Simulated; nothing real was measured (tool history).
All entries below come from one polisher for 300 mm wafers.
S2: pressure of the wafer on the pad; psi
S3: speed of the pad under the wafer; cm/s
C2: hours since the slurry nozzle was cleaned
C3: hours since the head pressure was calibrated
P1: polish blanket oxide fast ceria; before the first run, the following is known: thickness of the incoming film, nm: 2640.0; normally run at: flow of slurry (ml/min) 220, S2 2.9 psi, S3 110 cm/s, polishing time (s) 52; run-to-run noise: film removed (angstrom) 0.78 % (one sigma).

run 1 hour=7.2 | flow_of_slurry_(ml/min)=220 S2=2.9 S3=110 polishing_time_(s)=52 | wafers_polished_on_this_pad=535 C2=190.3 C3=445.3 | film_removed_(angstrom)=9266.1
run 2 hour=16.7 | flow_of_slurry_(ml/min)=220 S2=2.9 S3=110 polishing_time_(s)=24 | wafers_polished_on_this_pad=630 C2=199.8 C3=454.8 | film_removed_(angstrom)=4288
run 3 hour=24.9 | flow_of_slurry_(ml/min)=220 S2=2.9 S3=110 polishing_time_(s)=52 | wafers_polished_on_this_pad=713 C2=208 C3=463 | film_removed_(angstrom)=9336.5
run 4 hour=33.9 | flow_of_slurry_(ml/min)=130 S2=2.9 S3=110 polishing_time_(s)=52 | wafers_polished_on_this_pad=803 C2=217 C3=472 | film_removed_(angstrom)=8620.1
run 5 hour=40.5 | flow_of_slurry_(ml/min)=220 S2=2.9 S3=110 polishing_time_(s)=52 | wafers_polished_on_this_pad=870 C2=223.6 C3=478.6 | film_removed_(angstrom)=9305.3
run 6 hour=47.2 | flow_of_slurry_(ml/min)=220 S2=2.9 S3=110 polishing_time_(s)=52 | wafers_polished_on_this_pad=937 C2=230.3 C3=485.3 | film_removed_(angstrom)=9382.8
run 7 hour=55.7 | flow_of_slurry_(ml/min)=220 S2=2.9 S3=110 polishing_time_(s)=52 | wafers_polished_on_this_pad=1023 C2=238.8 C3=493.8 | film_removed_(angstrom)=9268.7
run 8 hour=61.5 | flow_of_slurry_(ml/min)=220 S2=4.4 S3=110 polishing_time_(s)=52 | wafers_polished_on_this_pad=1081 C2=244.6 C3=499.6 | film_removed_(angstrom)=14195
run 9 hour=72 | flow_of_slurry_(ml/min)=220 S2=2.9 S3=56 polishing_time_(s)=52 | wafers_polished_on_this_pad=1187 C2=255.1 C3=510.1 | film_removed_(angstrom)=4748.9
run 10 hour=80.8 | flow_of_slurry_(ml/min)=220 S2=2.9 S3=174 polishing_time_(s)=52 | wafers_polished_on_this_pad=1275 C2=263.9 C3=518.9 | film_removed_(angstrom)=14662
run 11 hour=87.3 | flow_of_slurry_(ml/min)=220 S2=2.9 S3=110 polishing_time_(s)=52 | wafers_polished_on_this_pad=1340 C2=270.4 C3=525.4 | film_removed_(angstrom)=9330.3
run 12 hour=95.1 | flow_of_slurry_(ml/min)=220 S2=2.9 S3=64 polishing_time_(s)=65 | wafers_polished_on_this_pad=1419 C2=278.2 C3=533.2 | film_removed_(angstrom)=6799.3
run 13 hour=105.4 | flow_of_slurry_(ml/min)=220 S2=2.9 S3=110 polishing_time_(s)=82 | wafers_polished_on_this_pad=1522 C2=288.5 C3=543.5 | film_removed_(angstrom)=14629
run 14 hour=111 | flow_of_slurry_(ml/min)=220 S2=1.5 S3=110 polishing_time_(s)=52 | wafers_polished_on_this_pad=1579 C2=294.1 C3=549.1 | film_removed_(angstrom)=4820.5
run 15 hour=120.2 | flow_of_slurry_(ml/min)=220 S2=2.9 S3=144 polishing_time_(s)=39 | wafers_polished_on_this_pad=1671 C2=303.3 C3=558.3 | film_removed_(angstrom)=9248.3
run 16 hour=131.7 | flow_of_slurry_(ml/min)=295 S2=2.9 S3=110 polishing_time_(s)=52 | wafers_polished_on_this_pad=1787 C2=314.8 C3=569.8 | film_removed_(angstrom)=9650.4
run 17 hour=137.4 | flow_of_slurry_(ml/min)=220 S2=1.4 S3=66 polishing_time_(s)=52 | wafers_polished_on_this_pad=1844 C2=320.5 C3=575.5 | film_removed_(angstrom)=2720.3
run 18 hour=149.2 | flow_of_slurry_(ml/min)=220 S2=2.9 S3=110 polishing_time_(s)=52 | wafers_polished_on_this_pad=1963 C2=332.3 C3=587.3 | film_removed_(angstrom)=9397.9
run 19 hour=160.3 | flow_of_slurry_(ml/min)=220 S2=2.9 S3=110 polishing_time_(s)=52 | wafers_polished_on_this_pad=2075 C2=343.4 C3=598.4 | film_removed_(angstrom)=9479.7
run 20 hour=169.3 | flow_of_slurry_(ml/min)=220 S2=2.9 S3=110 polishing_time_(s)=52 | wafers_polished_on_this_pad=2165 C2=352.4 C3=607.4 | film_removed_(angstrom)=9264.8
run 21 hour=174.9 | flow_of_slurry_(ml/min)=220 S2=2.9 S3=110 polishing_time_(s)=52 | wafers_polished_on_this_pad=2222 C2=358 C3=613 | film_removed_(angstrom)=9130.1
run 22 hour=183.3 | flow_of_slurry_(ml/min)=220 S2=2.9 S3=110 polishing_time_(s)=52 | wafers_polished_on_this_pad=2306 C2=366.4 C3=621.4 | film_removed_(angstrom)=9124.3
run 23 hour=190.2 | flow_of_slurry_(ml/min)=220 S2=2.9 S3=110 polishing_time_(s)=52 | wafers_polished_on_this_pad=2375 C2=373.3 C3=628.3 | film_removed_(angstrom)=9054.3
run 24 hour=197.6 | flow_of_slurry_(ml/min)=220 S2=2.9 S3=110 polishing_time_(s)=52 | wafers_polished_on_this_pad=2450 C2=380.7 C3=635.7 | film_removed_(angstrom)=9039.2
run 25 hour=203.2 | flow_of_slurry_(ml/min)=220 S2=2.9 S3=110 polishing_time_(s)=52 | wafers_polished_on_this_pad=2506 C2=386.3 C3=641.3 | film_removed_(angstrom)=8832.2
-- hour=213.3 head pressure recalibrated
run 26 hour=213.9 | flow_of_slurry_(ml/min)=220 S2=2.9 S3=110 polishing_time_(s)=52 | wafers_polished_on_this_pad=2614 C2=397 C3=0.7 | film_removed_(angstrom)=8930.4
run 27 hour=224.9 | flow_of_slurry_(ml/min)=220 S2=2.9 S3=110 polishing_time_(s)=52 | wafers_polished_on_this_pad=2724 C2=408 C3=11.7 | film_removed_(angstrom)=8942.6
run 28 hour=231.1 | flow_of_slurry_(ml/min)=220 S2=2.9 S3=110 polishing_time_(s)=52 | wafers_polished_on_this_pad=2787 C2=414.2 C3=17.9 | film_removed_(angstrom)=8867
run 29 hour=237.5 | flow_of_slurry_(ml/min)=220 S2=2.9 S3=110 polishing_time_(s)=52 | wafers_polished_on_this_pad=2851 C2=420.6 C3=24.3 | film_removed_(angstrom)=8959.1
run 30 hour=246.5 | flow_of_slurry_(ml/min)=220 S2=2.9 S3=110 polishing_time_(s)=52 | wafers_polished_on_this_pad=2942 C2=429.6 C3=33.3 | film_removed_(angstrom)=8802.2

P1 no longer gives what it gave before; its output has crept away from where it was. The following 2 causes, each at its listed size, fit the log equally well:
A: slurry flow missing at the pad, % = 29.8
B: removal rate lost through wear of the pad, % = 4.93
Onset of the creep was near hour 160.3.
Every other cause this tool's parts could produce, and why it does not fit the log:
head's pressure below its setpoint, %: serviced after onset, at hour 213.3, with no recovery of the prior output

Consider the 4 check runs below, whose results appear as question marks and each of which averages 5 wafers. Which one distinguishes the causes, in that each cause would give it a clearly different result?
run check 1 hour=255.5 | flow_of_slurry_(ml/min)=130 S2=2.9 S3=110 polishing_time_(s)=37 | film_removed_(angstrom)=?
run check 2 hour=255.5 | flow_of_slurry_(ml/min)=220 S2=4.2 S3=154 polishing_time_(s)=52 | film_removed_(angstrom)=?
run check 3 hour=255.5 | flow_of_slurry_(ml/min)=220 S2=2.9 S3=148 polishing_time_(s)=77 | film_removed_(angstrom)=?
run check 4 hour=255.5 | flow_of_slurry_(ml/min)=220 S2=1.7 S3=110 polishing_time_(s)=31 | film_removed_(angstrom)=?

How each check would come out, cause by cause:
check=check_1 result=film_removed_(angstrom) if_A=5646.7 if_B=5825.1
check=check_2 result=film_removed_(angstrom) if_A=18014 if_B=18012
check=check_3 result=film_removed_(angstrom) if_A=17701 if_B=17698
check=check_4 result=film_removed_(angstrom) if_A=3104.8 if_B=3104.4
How far apart the two closest causes lie, in the result that separates them most: check 1 3.11 %; check 2 0.01 %; check 3 0.01 %; check 4 0.01 %
Only check 1 tells the causes apart: in the others they would give nearly the same result.

Here is what check 1 returned: film removed (angstrom) 5830.2. Which cause is it?

The correct cause is B, namely: removal rate lost through wear of the pad, %.
